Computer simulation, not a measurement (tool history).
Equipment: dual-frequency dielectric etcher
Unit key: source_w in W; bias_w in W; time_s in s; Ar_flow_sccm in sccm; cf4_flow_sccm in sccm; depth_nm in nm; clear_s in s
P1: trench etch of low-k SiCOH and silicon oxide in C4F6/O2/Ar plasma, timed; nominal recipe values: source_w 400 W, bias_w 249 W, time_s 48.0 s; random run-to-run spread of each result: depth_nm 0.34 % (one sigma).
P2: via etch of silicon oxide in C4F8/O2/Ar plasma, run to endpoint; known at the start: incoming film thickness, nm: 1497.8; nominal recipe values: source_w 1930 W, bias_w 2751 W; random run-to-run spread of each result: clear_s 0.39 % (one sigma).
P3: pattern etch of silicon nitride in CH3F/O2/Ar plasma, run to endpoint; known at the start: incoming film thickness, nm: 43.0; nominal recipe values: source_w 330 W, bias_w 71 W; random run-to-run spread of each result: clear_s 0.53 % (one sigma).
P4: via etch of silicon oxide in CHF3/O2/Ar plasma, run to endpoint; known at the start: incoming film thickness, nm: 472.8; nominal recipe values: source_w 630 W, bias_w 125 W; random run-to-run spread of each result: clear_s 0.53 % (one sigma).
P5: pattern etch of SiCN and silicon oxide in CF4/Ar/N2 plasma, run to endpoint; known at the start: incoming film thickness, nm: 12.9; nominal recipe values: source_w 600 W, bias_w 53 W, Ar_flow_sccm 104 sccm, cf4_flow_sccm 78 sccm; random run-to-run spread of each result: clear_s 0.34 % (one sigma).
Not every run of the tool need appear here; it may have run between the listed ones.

Run 1, day 0.196: process P1, source_w 400 W, bias_w 249 W, time_s 48.0 s. Result: depth_nm 173.98 nm.
Run 2, day 0.442: process P1, source_w 490 W, bias_w 249 W, time_s 29.5 s. Result: depth_nm 115.88 nm.
Run 3, day 0.554: process P1, source_w 400 W, bias_w 249 W, time_s 35.5 s. Result: depth_nm 129.31 nm.
Run 4, day 0.812: process P4, source_w 630 W, bias_w 74 W. Result: clear_s 309.720 s.
Run 5, day 1.067: process P1, source_w 560 W, bias_w 249 W, time_s 48.0 s. Result: depth_nm 198.99 nm.
Run 6, day 1.325: process P1, source_w 400 W, bias_w 346 W, time_s 48.0 s. Result: depth_nm 195.49 nm.
Run 7, day 1.508: process P2, source_w 1930 W, bias_w 1931 W. Result: clear_s 292.760 s.
Run 8, day 1.729: process P5, source_w 600 W, bias_w 53 W, Ar_flow_sccm 104 sccm, cf4_flow_sccm 78 sccm. Result: clear_s 12.684 s.
Run 9, day 1.975: process P3, source_w 330 W, bias_w 87 W. Result: clear_s 60.099 s.
Run 10, day 2.162: process P5, source_w 600 W, bias_w 53 W, Ar_flow_sccm 104 sccm, cf4_flow_sccm 78 sccm. Result: clear_s 12.620 s.
Run 11, day 2.317: process P5, source_w 600 W, bias_w 65 W, Ar_flow_sccm 104 sccm, cf4_flow_sccm 78 sccm. Result: clear_s 11.951 s.
Run 12, day 2.500: process P1, source_w 290 W, bias_w 249 W, time_s 48.0 s. Result: depth_nm 154.39 nm.
Run 13, day 2.612: process P2, source_w 1930 W, bias_w 2751 W. Result: clear_s 264.250 s.
Run 14, day 2.792: process P1, source_w 310 W, bias_w 196 W, time_s 48.0 s. Result: depth_nm 146.11 nm.
Run 15, day 2.983: process P1, source_w 250 W, bias_w 295 W, time_s 48.0 s. Result: depth_nm 154.65 nm.
Run 16, day 3.108: process P3, source_w 330 W, bias_w 71 W. Result: clear_s 64.585 s.
Run 17, day 3.262: process P5, source_w 600 W, bias_w 53 W, Ar_flow_sccm 65 sccm, cf4_flow_sccm 78 sccm. Result: clear_s 11.889 s.
Run 18, day 3.425: process P2, source_w 1930 W, bias_w 2751 W. Result: clear_s 265.720 s.
Run 19, day 3.662: process P4, source_w 630 W, bias_w 125 W. Result: clear_s 262.520 s.
Run 20, day 3.850: process P5, source_w 420 W, bias_w 53 W, Ar_flow_sccm 104 sccm, cf4_flow_sccm 78 sccm. Result: clear_s 17.462 s.
Run 21, day 3.996: process P1, source_w 400 W, bias_w 249 W, time_s 48.0 s. Result: depth_nm 174.85 nm.
Run 22, day 4.225: process P4, source_w 630 W, bias_w 125 W. Result: clear_s 267.910 s.
Run 23, day 4.438: process P1, source_w 400 W, bias_w 249 W, time_s 48.0 s. Result: depth_nm 174.28 nm.
Run 24, day 4.625: process P3, source_w 330 W, bias_w 71 W. Result: clear_s 64.519 s.
Run 25, day 4.779: process P1, source_w 400 W, bias_w 249 W, time_s 48.0 s. Result: depth_nm 175.22 nm.

What does the tool deliver on the next run?
Run 26, day 5.038: process P1, source_w 400 W, bias_w 249 W, time_s 48.0 s. Result: depth_nm ?.

depth_nm: 174.61 nm
